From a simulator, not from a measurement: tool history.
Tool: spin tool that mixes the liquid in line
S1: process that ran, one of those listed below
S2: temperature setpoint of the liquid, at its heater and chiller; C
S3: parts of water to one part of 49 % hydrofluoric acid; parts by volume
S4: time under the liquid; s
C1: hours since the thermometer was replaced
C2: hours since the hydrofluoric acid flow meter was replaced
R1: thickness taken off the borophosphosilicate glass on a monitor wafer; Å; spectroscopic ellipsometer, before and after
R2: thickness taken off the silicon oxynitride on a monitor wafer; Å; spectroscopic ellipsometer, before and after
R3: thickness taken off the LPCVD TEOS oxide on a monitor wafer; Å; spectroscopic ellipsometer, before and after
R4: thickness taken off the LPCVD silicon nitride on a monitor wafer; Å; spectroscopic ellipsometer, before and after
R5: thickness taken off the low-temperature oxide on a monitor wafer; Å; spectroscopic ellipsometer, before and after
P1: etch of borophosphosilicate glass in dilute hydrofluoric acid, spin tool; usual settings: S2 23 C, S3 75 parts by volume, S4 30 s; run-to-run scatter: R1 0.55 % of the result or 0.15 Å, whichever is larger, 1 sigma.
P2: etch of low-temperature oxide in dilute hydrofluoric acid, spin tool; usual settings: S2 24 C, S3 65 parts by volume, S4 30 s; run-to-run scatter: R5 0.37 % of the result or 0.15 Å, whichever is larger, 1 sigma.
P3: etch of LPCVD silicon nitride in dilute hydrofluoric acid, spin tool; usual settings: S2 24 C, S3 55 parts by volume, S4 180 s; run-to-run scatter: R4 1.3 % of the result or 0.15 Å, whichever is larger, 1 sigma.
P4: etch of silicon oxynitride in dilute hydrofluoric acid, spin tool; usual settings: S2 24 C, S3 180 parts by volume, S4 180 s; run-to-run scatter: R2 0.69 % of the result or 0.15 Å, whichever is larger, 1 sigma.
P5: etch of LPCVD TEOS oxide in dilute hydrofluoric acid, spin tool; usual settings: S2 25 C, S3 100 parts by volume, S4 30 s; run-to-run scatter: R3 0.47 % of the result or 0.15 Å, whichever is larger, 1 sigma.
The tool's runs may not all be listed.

{"run": 1, "day": 0.267, "S1": "P1", "S2": 23, "S3": 75, "S4": 30, "C1": 729.1, "C2": 718, "R1": 238.55}
{"run": 2, "day": 0.583, "S1": "P4", "S2": 24, "S3": 180, "S4": 295, "C1": 736.7, "C2": 725.6, "R2": 47.93}
{"run": 3, "day": 0.788, "S1": "P1", "S2": 23, "S3": 75, "S4": 15, "C1": 741.6, "C2": 730.5, "R1": 119.91}
{"run": 4, "day": 1.096, "S1": "P5", "S2": 25, "S3": 100, "S4": 50, "C1": 749, "C2": 737.9, "R3": 157.01}
{"run": 5, "day": 1.25, "S1": "P1", "S2": 17, "S3": 75, "S4": 30, "C1": 752.7, "C2": 741.6, "R1": 187.69}
{"run": 6, "day": 1.429, "S1": "P3", "S2": 28.5, "S3": 55, "S4": 180, "C1": 757, "C2": 745.9, "R4": 23.271}
{"run": 7, "day": 1.588, "S1": "P1", "S2": 23, "S3": 75, "S4": 30, "C1": 760.8, "C2": 749.7, "R1": 238.83}
{"run": 8, "day": 1.862, "S1": "P2", "S2": 24, "S3": 65, "S4": 55, "C1": 767.4, "C2": 756.3, "R5": 245.88}
{"run": 9, "day": 2.15, "S1": "P1", "S2": 23, "S3": 75, "S4": 30, "C1": 774.3, "C2": 763.2, "R1": 239.18}
{"run": 10, "day": 2.379, "S1": "P1", "S2": 23, "S3": 75, "S4": 30, "C1": 779.8, "C2": 768.7, "R1": 241.27}
{"run": 11, "day": 2.608, "S1": "P1", "S2": 23, "S3": 35, "S4": 30, "C1": 785.3, "C2": 774.2, "R1": 538.42}
{"day": 2.633, "done": "thermometer replaced"}
{"run": 12, "day": 2.808, "S1": "P1", "S2": 23, "S3": 35, "S4": 15, "C1": 4.3, "C2": 779, "R1": 270.2}
{"day": 2.942, "done": "hydrofluoric acid flow meter replaced"}
{"run": 13, "day": 2.962, "S1": "P3", "S2": 24, "S3": 55, "S4": 180, "C1": 8, "C2": 0.6, "R4": 17.568}
{"run": 14, "day": 3.196, "S1": "P1", "S2": 23, "S3": 125, "S4": 30, "C1": 13.6, "C2": 6.2, "R1": 134.92}
{"run": 15, "day": 3.446, "S1": "P3", "S2": 24, "S3": 80, "S4": 180, "C1": 19.6, "C2": 12.2, "R4": 12.212}
{"run": 16, "day": 3.712, "S1": "P5", "S2": 30.5, "S3": 100, "S4": 30, "C1": 26, "C2": 18.6, "R3": 115.66}
{"run": 17, "day": 3.938, "S1": "P1", "S2": 23, "S3": 75, "S4": 30, "C1": 31.4, "C2": 24, "R1": 240.11}
{"run": 18, "day": 4.246, "S1": "P4", "S2": 32, "S3": 180, "S4": 180, "C1": 38.8, "C2": 31.4, "R2": 41.653}
{"run": 19, "day": 4.4, "S1": "P4", "S2": 24, "S3": 310, "S4": 180, "C1": 42.5, "C2": 35.1, "R2": 15.298}
{"run": 20, "day": 4.596, "S1": "P2", "S2": 24, "S3": 65, "S4": 30, "C1": 47.2, "C2": 39.8, "R5": 132.8}

The next listed run, before its measurement:
{"run": 21, "day": 4.888, "S1": "P3", "S2": 24, "S3": 55, "S4": 180, "C1": 54.2, "C2": 46.8, "R4": "?"}

{"run 21": {"R4": 17.742}}
